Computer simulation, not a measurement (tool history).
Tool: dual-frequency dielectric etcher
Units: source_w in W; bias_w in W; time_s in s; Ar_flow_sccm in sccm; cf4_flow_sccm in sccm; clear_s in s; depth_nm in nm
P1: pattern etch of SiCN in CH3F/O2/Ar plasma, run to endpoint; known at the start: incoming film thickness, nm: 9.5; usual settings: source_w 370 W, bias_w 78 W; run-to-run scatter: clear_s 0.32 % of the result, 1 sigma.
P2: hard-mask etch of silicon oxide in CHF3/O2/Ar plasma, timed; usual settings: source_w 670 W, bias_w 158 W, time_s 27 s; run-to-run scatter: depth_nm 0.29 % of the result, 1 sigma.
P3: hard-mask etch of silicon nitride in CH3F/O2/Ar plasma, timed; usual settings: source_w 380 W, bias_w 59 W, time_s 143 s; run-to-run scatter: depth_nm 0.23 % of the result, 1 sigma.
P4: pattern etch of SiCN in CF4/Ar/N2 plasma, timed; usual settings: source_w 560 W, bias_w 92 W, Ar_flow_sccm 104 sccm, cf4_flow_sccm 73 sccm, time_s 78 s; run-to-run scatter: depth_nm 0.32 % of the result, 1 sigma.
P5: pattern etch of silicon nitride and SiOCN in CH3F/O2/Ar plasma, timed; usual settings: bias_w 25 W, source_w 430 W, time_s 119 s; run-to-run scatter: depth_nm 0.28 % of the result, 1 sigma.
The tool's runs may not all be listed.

run	hour	process	source_w	bias_w	time_s	Ar_flow_sccm	cf4_flow_sccm	hours since the last wet clean	hours since the last source power generator calibration	hours since the last bias power generator calibration	clear_s	depth_nm
1	6.8	P1	370	78				153.8	2317.9	1139.5	25.455	
2	13.9	P2	670	126	27			160.9	2325	1146.6		48.475
3	17.9	P3	380	59	143			164.9	2329	1150.6		93.944
4	22.8	P1	370	58				169.8	2333.9	1155.5	28.357	
5	31	P4	560	92	78	104	94	178	2342.1	1163.7		90.081
6	36.2	P3	520	59	143			183.2	2347.3	1168.9		106.2
7	40.7	P5	430	25	119			187.7	2351.8	1173.4		17.261
8	46	P1	470	50				193	2357.1	1178.7	26.924	
9	52.3	P2	460	158	27			199.3	2363.4	1185		44.928
10	59.3	P4	560	92	78	104	73	206.3	2370.4	1192		86.927
11	64.9	P4	560	92	50.5	104	73	211.9	2376	1197.6		56.362
12	73.1	P3	380	76	143			220.1	2384.2	1205.8		102.61
13	78.3	P5	430	25	161			225.3	2389.4	1211		23.31
14	82.2	P2	670	158	27			229.2	2393.3	1214.9		52.138
15	88.7	P2	670	158	15			235.7	2399.8	1221.4		28.897
16	94.4	P1	450	102				241.4	2405.5	1227.1	21.453	
17	99.5	P4	560	130	78	104	73	246.5	2410.6	1232.2		98.906
18	105.8	P1	270	54				252.8	2416.9	1238.5	32.719	
19	113.2	P1	370	78				260.2	2424.3	1245.9	25.491	
20	120.8	P1	370	98				267.8	2431.9	1253.5	23.406	
21	125.4	P4	360	92	78	104	73	272.4	2436.5	1258.1		59.347
# hour 131.6: source power generator calibrated
22	131.7	P3	380	59	179			278.7	0.2	1264.4		117.79
23	136.3	P5	510	25	119			283.3	4.8	1269		18.309
24	141.8	P1	270	78				288.8	10.3	1274.5	28.594	
25	145.6	P1	460	78				292.6	14.1	1278.3	23.431	
26	149.3	P2	670	158	27			296.3	17.8	1282		52.101
27	157.7	P5	430	25	119			304.7	26.2	1290.4		17.195
28	163	P3	380	59	143			310	31.5	1295.7		94.275
29	169.8	P1	370	78				316.8	38.3	1302.5	25.637	
30	177.1	P5	430	16	119			324.1	45.6	1309.8		14.203
31	181.7	P4	560	92	78	66	73	328.7	50.2	1314.4		92.67
32	189.2	P1	370	78				336.2	57.7	1321.9	25.48	
33	196.4	P1	370	78				343.4	64.9	1329.1	25.642	
34	202.3	P1	370	78				349.3	70.8	1335	25.567	
35	210.3	P1	370	78				357.3	78.8	1343	25.43	
36	216.9	P1	370	78				363.9	85.4	1349.6	25.022	
37	221.4	P1	370	78				368.4	89.9	1354.1	25.108	
38	226.6	P1	370	78				373.6	95.1	1359.3	25.134	
39	234.8	P1	370	78				381.8	103.3	1367.5	25.136	
40	240.6	P1	370	78				387.6	109.1	1373.3	24.986	
# hour 241.4: wet clean of the chamber
41	248.2	P1	370	78				6.8	116.7	1380.9	25.083	

Forecast run 42:
42	255.9	P1	370	78				14.5	124.4	1388.6	?	

clear_s: 24.917 s

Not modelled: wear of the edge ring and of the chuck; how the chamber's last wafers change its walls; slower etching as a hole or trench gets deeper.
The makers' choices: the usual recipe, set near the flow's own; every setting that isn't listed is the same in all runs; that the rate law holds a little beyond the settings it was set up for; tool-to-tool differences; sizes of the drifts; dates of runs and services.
